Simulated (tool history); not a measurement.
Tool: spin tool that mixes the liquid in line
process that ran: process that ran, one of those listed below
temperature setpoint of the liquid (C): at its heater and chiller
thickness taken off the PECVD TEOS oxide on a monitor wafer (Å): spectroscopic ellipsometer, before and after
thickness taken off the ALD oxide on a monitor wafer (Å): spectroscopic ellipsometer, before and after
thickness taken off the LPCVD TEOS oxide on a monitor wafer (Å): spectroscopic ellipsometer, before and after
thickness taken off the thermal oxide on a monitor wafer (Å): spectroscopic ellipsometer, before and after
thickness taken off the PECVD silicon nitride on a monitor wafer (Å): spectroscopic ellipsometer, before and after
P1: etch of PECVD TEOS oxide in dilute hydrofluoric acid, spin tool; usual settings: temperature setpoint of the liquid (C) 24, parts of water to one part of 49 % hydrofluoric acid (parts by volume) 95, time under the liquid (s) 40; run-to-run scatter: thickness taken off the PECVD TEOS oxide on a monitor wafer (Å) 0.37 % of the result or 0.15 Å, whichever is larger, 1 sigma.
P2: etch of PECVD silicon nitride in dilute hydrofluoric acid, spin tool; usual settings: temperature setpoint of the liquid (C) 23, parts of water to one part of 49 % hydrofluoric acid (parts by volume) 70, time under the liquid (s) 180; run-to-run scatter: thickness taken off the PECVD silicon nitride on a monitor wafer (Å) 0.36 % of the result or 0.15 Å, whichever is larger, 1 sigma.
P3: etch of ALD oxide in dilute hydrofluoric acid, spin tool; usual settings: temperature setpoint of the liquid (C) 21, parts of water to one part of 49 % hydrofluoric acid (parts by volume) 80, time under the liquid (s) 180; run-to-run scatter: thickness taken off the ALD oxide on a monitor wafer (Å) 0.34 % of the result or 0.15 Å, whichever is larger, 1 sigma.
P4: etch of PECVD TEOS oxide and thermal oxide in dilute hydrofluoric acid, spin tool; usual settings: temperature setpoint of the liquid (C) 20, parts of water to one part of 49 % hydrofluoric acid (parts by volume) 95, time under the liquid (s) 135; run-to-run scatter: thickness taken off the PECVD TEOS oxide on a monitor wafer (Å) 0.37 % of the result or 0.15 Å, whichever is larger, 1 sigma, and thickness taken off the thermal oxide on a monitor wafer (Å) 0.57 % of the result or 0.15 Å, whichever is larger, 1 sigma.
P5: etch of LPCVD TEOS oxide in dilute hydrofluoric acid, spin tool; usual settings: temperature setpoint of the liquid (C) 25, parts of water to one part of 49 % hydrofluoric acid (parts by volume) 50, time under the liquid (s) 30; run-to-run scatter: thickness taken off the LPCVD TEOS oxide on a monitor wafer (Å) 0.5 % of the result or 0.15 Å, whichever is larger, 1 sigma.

run,hour,process that ran,temperature setpoint of the liquid (C),parts of water to one part of 49 % hydrofluoric acid (parts by volume),time under the liquid (s),hours since the thermometer was replaced,hours since the hydrofluoric acid flow meter was replaced,thickness taken off the PECVD TEOS oxide on a monitor wafer (Å),thickness taken off the ALD oxide on a monitor wafer (Å),thickness taken off the LPCVD TEOS oxide on a monitor wafer (Å),thickness taken off the thermal oxide on a monitor wafer (Å),thickness taken off the PECVD silicon nitride on a monitor wafer (Å)
1,13,P1,24,95,40,1134.4,1066.2,77.075,,,,
2,25.5,P3,21,110,180,1146.9,1078.7,,164.51,,,
3,35.4,P5,25,50,30,1156.8,1088.6,,,296.18,,
4,46.7,P1,24,95,65,1168.1,1099.9,124.99,,,,
5,55.4,P4,27.5,95,135,1176.8,1108.6,359.07,,,77.747,
6,65.5,P1,24,95,15,1186.9,1118.7,28.6,,,,
7,79,P1,24,95,40,1200.4,1132.2,77.263,,,,
8,85.1,P5,25,50,60,1206.5,1138.3,,,590.33,,
# hour 85.4: hydrofluoric acid flow meter replaced
9,91.5,P2,23,45,180,1212.9,6.2,,,,,146.61
10,104.3,P1,24,95,40,1225.7,19,77.484,,,,
11,116.1,P4,20,95,135,1237.5,30.8,266.2,,,57.282,
12,127.6,P1,24,95,40,1249,42.3,77.253,,,,
13,138.3,P2,27.5,70,180,1259.7,53,,,,,129.34
14,147.6,P3,21,80,180,1269,62.3,,234.43,,,
15,158.3,P5,25,85,30,1279.7,73,,,165.8,,
16,170.6,P1,30.5,95,70,1292,85.3,172.93,,,,
17,182,P2,23,70,180,1303.4,96.7,,,,,95.649
18,191,P1,24,95,40,1312.4,105.7,76.862,,,,
19,199.4,P1,24,165,40,1320.8,114.1,40.834,,,,
20,209.7,P5,25,50,30,1331.1,124.4,,,295.98,,
21,217.6,P4,20,95,50,1339,132.3,98.288,,,21.087,
22,228.6,P1,17,95,40,1350,143.3,57.971,,,,
23,241.7,P5,30,50,30,1363.1,156.4,,,359.91,,
24,248.1,P1,24,95,40,1369.5,162.8,77.289,,,,
25,261.1,P1,24,160,65,1382.5,175.8,69.171,,,,
26,270.1,P1,24,35,40,1391.5,184.8,226.57,,,,
27,280.6,P3,21,80,40,1402,195.3,,52.427,,,
28,290.6,P3,17,80,180,1412,205.3,,198.13,,,
29,303.9,P1,24,95,40,1425.3,218.6,77.005,,,,
30,311.4,P2,23,70,95,1432.8,226.1,,,,,50.43
31,320.5,P4,20,55,135,1441.9,235.2,480.28,,,105.11,
32,329.1,P1,30.5,95,40,1450.5,243.8,99.424,,,,
33,336.4,P1,24,95,40,1457.8,251.1,77.291,,,,
34,345.2,P1,24,95,40,1466.6,259.9,79.594,,,,
35,357.8,P1,24,95,40,1479.2,272.5,81.174,,,,
36,364.3,P1,24,95,40,1485.7,279,82.151,,,,
37,371,P1,24,95,40,1492.4,285.7,83.063,,,,
38,383.2,P1,24,95,40,1504.6,297.9,82.767,,,,
39,394,P1,24,95,40,1515.4,308.7,82.556,,,,

What P1 gives has crept away from where it was. These 2 causes fit the log equally well, each at the size given:
A: liquid hotter than its thermometer reads (K) = 1.78
B: hydrofluoric acid flow above the setpoint (%) = 6.5
The creep began at about hour 336.4.

4 check runs are offered, one wafer each, their results left as question marks. Which one tells the causes apart?
check 1,404.8,P5,25,50,30,,,,,?,,
check 2,404.8,P4,20,95,135,,,?,,,?,
check 3,404.8,P2,23,70,180,,,,,,,?
check 4,404.8,P3,21,80,180,,,,?,,,

What each check would give under each cause:
check,result,if A,if B
check 1,thickness taken off the LPCVD TEOS oxide on a monitor wafer (Å),315.86,314.26
check 2,thickness taken off the PECVD TEOS oxide on a monitor wafer (Å),286.96,286.04
check 2,thickness taken off the thermal oxide on a monitor wafer (Å),61.677,61.478
check 3,thickness taken off the PECVD silicon nitride on a monitor wafer (Å),107.41,101.43
check 4,thickness taken off the ALD oxide on a monitor wafer (Å),252.56,251.51
How far apart the two closest causes lie, in the result that separates them most: check 1 0.51 %; check 2 0.32 %; check 3 5.72 %; check 4 0.42 %
Only check 3 tells the causes apart: in the others they would give nearly the same result.

Check 3 was then run and gave: thickness taken off the PECVD silicon nitride on a monitor wafer (Å) 107.71. Which cause is it?

It is A: liquid hotter than its thermometer reads (K).
